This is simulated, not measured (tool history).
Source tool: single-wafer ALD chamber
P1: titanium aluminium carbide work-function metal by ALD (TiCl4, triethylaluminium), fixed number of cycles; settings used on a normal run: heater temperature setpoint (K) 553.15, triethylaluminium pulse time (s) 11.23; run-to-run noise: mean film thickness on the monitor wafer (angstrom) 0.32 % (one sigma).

run    day  heater temperature setpoint (K)  triethylaluminium pulse time (s)  mean film thickness on the monitor wafer (angstrom)
  1  0.212                           553.15                             11.23                                               18.696
  2  0.438                           553.15                             17.58                                               19.125
  3  0.621                           574.15                              7.13                                                19.14
  4  0.771                           553.15                              6.01                                               16.655
  5  0.925                           553.15                             11.23                                               18.656
  6  1.083                           531.15                             11.23                                                16.77
  7  1.275                           553.15                             11.23                                                18.69
  8  1.462                           537.15                              5.07                                               14.599
  9  1.625                           553.15                             11.23                                               18.767
 10    1.8                           553.15                             11.23                                               18.627
     1.904  -- triethylaluminium bottle replaced
 11  1.921                           553.15                             11.23                                               18.734
 12  2.117                           529.15                              4.38                                               13.201
 13  2.271                           578.15                             11.23                                               20.774
 14  2.454                           553.15                             11.23                                               18.597
 15  2.633                           553.15                             11.23                                               18.494
 16  2.875                           553.15                             11.23                                                18.51
 17  3.146                           553.15                             11.23                                               18.385
 18  3.388                           553.15                             11.23                                               18.343
 19  3.521                           553.15                             11.23                                               18.405
 20  3.696                           553.15                             11.23                                               18.337
 21  3.867                           553.15                             11.23                                                18.29
 22  4.079                           553.15                             11.23                                               18.363

What P1 gives has crept off from where it sat before. The 2 causes that follow fit the log equally well, each at the size noted:
A: triethylaluminium dose below that of a fresh bottle (%) = 17
B: wafer temperature below the value expected at the setpoint (K) = 4.25
The process output started creeping at around day 2.454.

Below are 4 check runs, each on a single wafer, with their results shown as question marks. Which of them would tell the listed causes apart, meaning the causes would give clearly different results under it?
check 1  4.292                           533.15                             11.23                                                    ?
check 2  4.292                           534.15                              6.48                                                    ?
check 3  4.292                           576.15                             13.95                                                    ?
check 4  4.292                           535.15                             11.23                                                    ?

If the cause were each of the candidates in turn, the checks would give the following:
  check                                               result    if A    if B
check 1  mean film thickness on the monitor wafer (angstrom)  16.624  16.599
check 2  mean film thickness on the monitor wafer (angstrom)  14.683  15.214
check 3  mean film thickness on the monitor wafer (angstrom)  20.761  20.596
check 4  mean film thickness on the monitor wafer (angstrom)  16.791  16.769
Per-check spread between the two closest causes, in the result where they differ most: check 1 0.15 %; check 2 3.56 %; check 3 0.8 %; check 4 0.14 %
The other checks would show nearly matching results whichever cause is true, so check 2 is the only one that separates the causes.

After running check 2, the following was obtained: mean film thickness on the monitor wafer (angstrom) 15.18. Which cause does this point to?

B is the cause: wafer temperature below the value expected at the setpoint (K).
